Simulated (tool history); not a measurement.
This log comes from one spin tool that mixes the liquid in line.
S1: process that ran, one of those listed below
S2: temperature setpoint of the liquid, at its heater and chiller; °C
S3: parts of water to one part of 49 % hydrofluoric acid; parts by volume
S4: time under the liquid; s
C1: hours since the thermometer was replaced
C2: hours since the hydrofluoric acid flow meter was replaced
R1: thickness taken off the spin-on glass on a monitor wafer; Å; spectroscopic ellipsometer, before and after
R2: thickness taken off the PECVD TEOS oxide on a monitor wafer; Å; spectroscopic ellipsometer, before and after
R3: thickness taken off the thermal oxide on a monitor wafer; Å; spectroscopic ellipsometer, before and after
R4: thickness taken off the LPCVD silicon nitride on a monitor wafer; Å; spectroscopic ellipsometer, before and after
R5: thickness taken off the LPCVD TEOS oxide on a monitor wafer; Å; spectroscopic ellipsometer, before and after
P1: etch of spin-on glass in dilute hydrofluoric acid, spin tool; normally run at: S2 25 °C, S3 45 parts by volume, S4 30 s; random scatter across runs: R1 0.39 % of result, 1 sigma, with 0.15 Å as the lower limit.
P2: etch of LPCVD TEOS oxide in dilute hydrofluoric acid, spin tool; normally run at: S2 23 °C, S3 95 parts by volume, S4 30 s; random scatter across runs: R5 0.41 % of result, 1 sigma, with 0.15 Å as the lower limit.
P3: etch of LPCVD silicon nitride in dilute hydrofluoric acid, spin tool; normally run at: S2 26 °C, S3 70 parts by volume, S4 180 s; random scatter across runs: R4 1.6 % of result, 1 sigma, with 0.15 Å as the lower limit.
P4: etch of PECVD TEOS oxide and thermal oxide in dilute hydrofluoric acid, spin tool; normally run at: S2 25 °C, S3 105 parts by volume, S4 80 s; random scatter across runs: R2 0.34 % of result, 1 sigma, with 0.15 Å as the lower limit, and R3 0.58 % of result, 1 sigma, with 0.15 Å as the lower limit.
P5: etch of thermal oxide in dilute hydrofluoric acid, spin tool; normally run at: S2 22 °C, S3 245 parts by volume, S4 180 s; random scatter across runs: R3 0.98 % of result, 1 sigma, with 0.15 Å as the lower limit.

{"run": 1, "hour": 14.3, "S1": "P1", "S2": 25, "S3": 45, "S4": 30, "C1": 358.9, "C2": 787.2, "R1": 510.43}
{"run": 2, "hour": 26.8, "S1": "P4", "S2": 29.5, "S3": 105, "S4": 80, "C1": 371.4, "C2": 799.7, "R2": 116.14, "R3": 42.471}
{"hour": 37.1, "done": "thermometer replaced"}
{"run": 3, "hour": 39.4, "S1": "P1", "S2": 25, "S3": 65, "S4": 15, "C1": 2.3, "C2": 812.3, "R1": 173.22}
{"run": 4, "hour": 52.1, "S1": "P5", "S2": 22, "S3": 245, "S4": 180, "C1": 15, "C2": 825, "R3": 28.585}
{"run": 5, "hour": 62.4, "S1": "P1", "S2": 25, "S3": 45, "S4": 30, "C1": 25.3, "C2": 835.3, "R1": 513.63}
{"run": 6, "hour": 75.8, "S1": "P4", "S2": 25, "S3": 105, "S4": 15, "C1": 38.7, "C2": 848.7, "R2": 18.517, "R3": 6.7336}
{"run": 7, "hour": 82.2, "S1": "P1", "S2": 25, "S3": 25, "S4": 30, "C1": 45.1, "C2": 855.1, "R1": 951.05}
{"run": 8, "hour": 96.2, "S1": "P3", "S2": 26, "S3": 70, "S4": 180, "C1": 59.1, "C2": 869.1, "R4": 15.634}
{"run": 9, "hour": 103.0, "S1": "P2", "S2": 23, "S3": 95, "S4": 55, "C1": 65.9, "C2": 875.9, "R5": 194.93}
{"run": 10, "hour": 116.4, "S1": "P5", "S2": 22, "S3": 245, "S4": 15, "C1": 79.3, "C2": 889.3, "R3": 2.3503}
{"run": 11, "hour": 127.7, "S1": "P5", "S2": 22, "S3": 85, "S4": 180, "C1": 90.6, "C2": 900.6, "R3": 96.942}
{"run": 12, "hour": 141.5, "S1": "P3", "S2": 26, "S3": 70, "S4": 350, "C1": 104.4, "C2": 914.4, "R4": 31.094}
{"run": 13, "hour": 148.9, "S1": "P1", "S2": 25, "S3": 45, "S4": 30, "C1": 111.8, "C2": 921.8, "R1": 512.48}
{"run": 14, "hour": 163.0, "S1": "P5", "S2": 17, "S3": 245, "S4": 180, "C1": 125.9, "C2": 935.9, "R3": 23.279}
{"run": 15, "hour": 176.2, "S1": "P3", "S2": 20.5, "S3": 70, "S4": 180, "C1": 139.1, "C2": 949.1, "R4": 10.801}
{"run": 16, "hour": 185.6, "S1": "P4", "S2": 25, "S3": 30, "S4": 80, "C1": 148.5, "C2": 958.5, "R2": 381.74, "R3": 138.83}
{"run": 17, "hour": 193.6, "S1": "P5", "S2": 22, "S3": 245, "S4": 180, "C1": 156.5, "C2": 966.5, "R3": 28.124}
{"run": 18, "hour": 201.4, "S1": "P1", "S2": 25, "S3": 45, "S4": 50, "C1": 164.3, "C2": 974.3, "R1": 857.65}
{"run": 19, "hour": 209.9, "S1": "P3", "S2": 26, "S3": 100, "S4": 180, "C1": 172.8, "C2": 982.8, "R4": 11.064}
{"run": 20, "hour": 218.8, "S1": "P1", "S2": 17.5, "S3": 45, "S4": 30, "C1": 181.7, "C2": 991.7, "R1": 372.86}
{"run": 21, "hour": 230.4, "S1": "P1", "S2": 29.5, "S3": 45, "S4": 30, "C1": 193.3, "C2": 1003.3, "R1": 613.68}
{"run": 22, "hour": 242.3, "S1": "P2", "S2": 23, "S3": 35, "S4": 30, "C1": 205.2, "C2": 1015.2, "R5": 308.64}
{"run": 23, "hour": 256.3, "S1": "P2", "S2": 23, "S3": 95, "S4": 30, "C1": 219.2, "C2": 1029.2, "R5": 106.14}
{"run": 24, "hour": 268.5, "S1": "P1", "S2": 25, "S3": 65, "S4": 30, "C1": 231.4, "C2": 1041.4, "R1": 347.66}
{"run": 25, "hour": 281.8, "S1": "P2", "S2": 17, "S3": 95, "S4": 30, "C1": 244.7, "C2": 1054.7, "R5": 83.296}
{"run": 26, "hour": 291.0, "S1": "P2", "S2": 23, "S3": 95, "S4": 30, "C1": 253.9, "C2": 1063.9, "R5": 105.81}
{"run": 27, "hour": 299.4, "S1": "P1", "S2": 25, "S3": 45, "S4": 30, "C1": 262.3, "C2": 1072.3, "R1": 514.67}
{"run": 28, "hour": 311.2, "S1": "P1", "S2": 25, "S3": 45, "S4": 15, "C1": 274.1, "C2": 1084.1, "R1": 255.02}

The next listed run, before its measurement:
{"run": 29, "hour": 319.6, "S1": "P4", "S2": 25, "S3": 105, "S4": 80, "C1": 282.5, "C2": 1092.5, "R2": "?", "R3": "?"}

R2: 98.743 Å
R3: 36.121 Å

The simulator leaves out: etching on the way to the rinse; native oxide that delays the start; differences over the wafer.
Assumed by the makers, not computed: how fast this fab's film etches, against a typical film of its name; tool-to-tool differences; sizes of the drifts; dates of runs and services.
